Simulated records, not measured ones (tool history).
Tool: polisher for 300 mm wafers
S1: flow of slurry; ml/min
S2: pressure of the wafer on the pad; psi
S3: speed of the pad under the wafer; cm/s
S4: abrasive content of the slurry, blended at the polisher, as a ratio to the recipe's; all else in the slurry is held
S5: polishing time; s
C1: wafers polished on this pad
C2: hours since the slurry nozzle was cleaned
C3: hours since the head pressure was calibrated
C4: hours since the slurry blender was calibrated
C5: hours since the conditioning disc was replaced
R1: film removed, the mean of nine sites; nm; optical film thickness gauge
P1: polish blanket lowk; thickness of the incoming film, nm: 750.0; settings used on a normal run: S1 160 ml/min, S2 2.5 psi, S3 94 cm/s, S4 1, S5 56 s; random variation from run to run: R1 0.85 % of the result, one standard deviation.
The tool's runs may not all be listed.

| run | hour | S1 | S2 | S3 | S4 | S5 | C1 | C2 | C3 | C4 | C5 | R1 |
|---|---|---|---|---|---|---|---|---|---|---|---|---|
| 1 | 7 | 160 | 2.5 | 94 | 1 | 56 | 497 | 72.1 | 224.3 | 19.7 | 102.1 | 32.021 |
| 2 | 20.4 | 160 | 2.5 | 94 | 0.5 | 56 | 698 | 85.5 | 237.7 | 33.1 | 115.5 | 21.804 |
| 3 | 29.9 | 160 | 1.1 | 94 | 1 | 56 | 840 | 95 | 247.2 | 42.6 | 125 | 13.841 |
| 4 | 38.4 | 160 | 3.9 | 94 | 1 | 88 | 968 | 103.5 | 255.7 | 51.1 | 133.5 | 77.664 |
| 5 | 51.5 | 250 | 2.5 | 94 | 1 | 56 | 1164 | 116.6 | 268.8 | 64.2 | 146.6 | 33.48 |
| 6 | 59.5 | 160 | 2.5 | 94 | 1 | 56 | 1284 | 124.6 | 276.8 | 72.2 | 154.6 | 31.701 |
| 7 | 66.1 | 160 | 2.5 | 94 | 1 | 56 | 1383 | 131.2 | 283.4 | 78.8 | 161.2 | 31.318 |
| 8 | 78.7 | 160 | 2.5 | 64 | 1 | 56 | 1572 | 143.8 | 296 | 91.4 | 173.8 | 23.076 |
| 9 | 90.4 | 160 | 2.5 | 94 | 1 | 56 | 1748 | 155.5 | 307.7 | 103.1 | 185.5 | 31.525 |
|  | 97.4 | slurry blender recalibrated |
| 10 | 98.8 | 160 | 2.5 | 94 | 1 | 27 | 1874 | 163.9 | 316.1 | 1.4 | 193.9 | 15.374 |
| 11 | 112.2 | 160 | 2.5 | 94 | 1 | 72 | 2074 | 177.3 | 329.5 | 14.8 | 207.3 | 41.163 |
| 12 | 120.2 | 160 | 2.5 | 94 | 1.3 | 56 | 2194 | 185.3 | 337.5 | 22.8 | 215.3 | 34.604 |
| 13 | 132.7 | 160 | 4 | 94 | 1 | 56 | 2382 | 197.8 | 350 | 35.3 | 227.8 | 50.642 |
|  | 138.4 | head pressure recalibrated |
| 14 | 140 | 160 | 2.5 | 120 | 1 | 56 | 2491 | 205.1 | 1.6 | 42.6 | 235.1 | 37.977 |

Run 15, settings as shown, results not yet in. Your forecast:
| 15 | 146.9 | 95 | 2.5 | 94 | 1 | 56 | 2595 | 212 | 8.5 | 49.5 | 242 | ? |

Logged for run 15: R1 28.758 nm.
